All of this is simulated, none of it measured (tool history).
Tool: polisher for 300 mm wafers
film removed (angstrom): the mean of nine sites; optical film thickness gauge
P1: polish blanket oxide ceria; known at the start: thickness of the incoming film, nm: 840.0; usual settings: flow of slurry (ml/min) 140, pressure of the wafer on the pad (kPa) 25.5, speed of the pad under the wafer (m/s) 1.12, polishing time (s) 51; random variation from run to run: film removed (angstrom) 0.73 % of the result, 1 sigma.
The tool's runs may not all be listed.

run	day	flow of slurry (ml/min)	pressure of the wafer on the pad (kPa)	speed of the pad under the wafer (m/s)	polishing time (s)	wafers polished on this pad	hours since the slurry nozzle was cleaned	hours since the head pressure was calibrated	film removed (angstrom)
1	0.142	140	25.5	1.12	51	610	435.1	262.8	3496.7
2	0.304	175	25.5	0.56	51	662	439	266.7	1813.4
3	0.396	140	25.5	1.12	23	691	441.2	268.9	1566.2
4	0.533	210	25.5	1.12	51	735	444.5	272.2	3709
5	0.633	140	25.5	0.5	51	767	446.9	274.6	1557.5
6	0.8	105	25.5	1.76	51	820	450.9	278.6	5163.2
7	0.9	140	25.5	1.12	51	852	453.3	281	3497.3
8	1.092	140	11.7	1.12	51	914	457.9	285.6	1595.6
9	1.192	140	25.5	1.12	51	946	460.3	288	3485.2
10	1.396	140	25.5	1.12	51	1011	465.2	292.9	3490.4
11	1.588	140	25.5	1.12	76	1072	469.8	297.5	5180.3
12	1.8	85	25.5	1.12	51	1140	474.9	302.6	3069.3
13	2.004	140	25.5	1.58	51	1206	479.8	307.5	4862.8
14	2.162	140	39.3	1.12	51	1256	483.6	311.3	5361.2
15	2.258	140	25.5	1.12	51	1287	485.9	313.6	3459.6
16	2.454	140	25.5	1.12	51	1350	490.6	318.3	3383
17	2.575	140	25.5	1.12	51	1388	493.5	321.2	3329.6
18	2.75	140	25.5	1.12	51	1444	497.7	325.4	3341.4
19	2.908	140	25.5	1.12	51	1495	501.5	329.2	3287
# day 3.012: head pressure recalibrated
20	3.1	140	25.5	1.12	51	1557	506.1	2.1	3219.2
21	3.271	140	25.5	1.12	51	1611	510.2	6.2	3219.5

The next listed run, before its measurement:
22	3.479	140	25.5	1.12	51	1678	515.2	11.2	?

film removed (angstrom): 3199.1
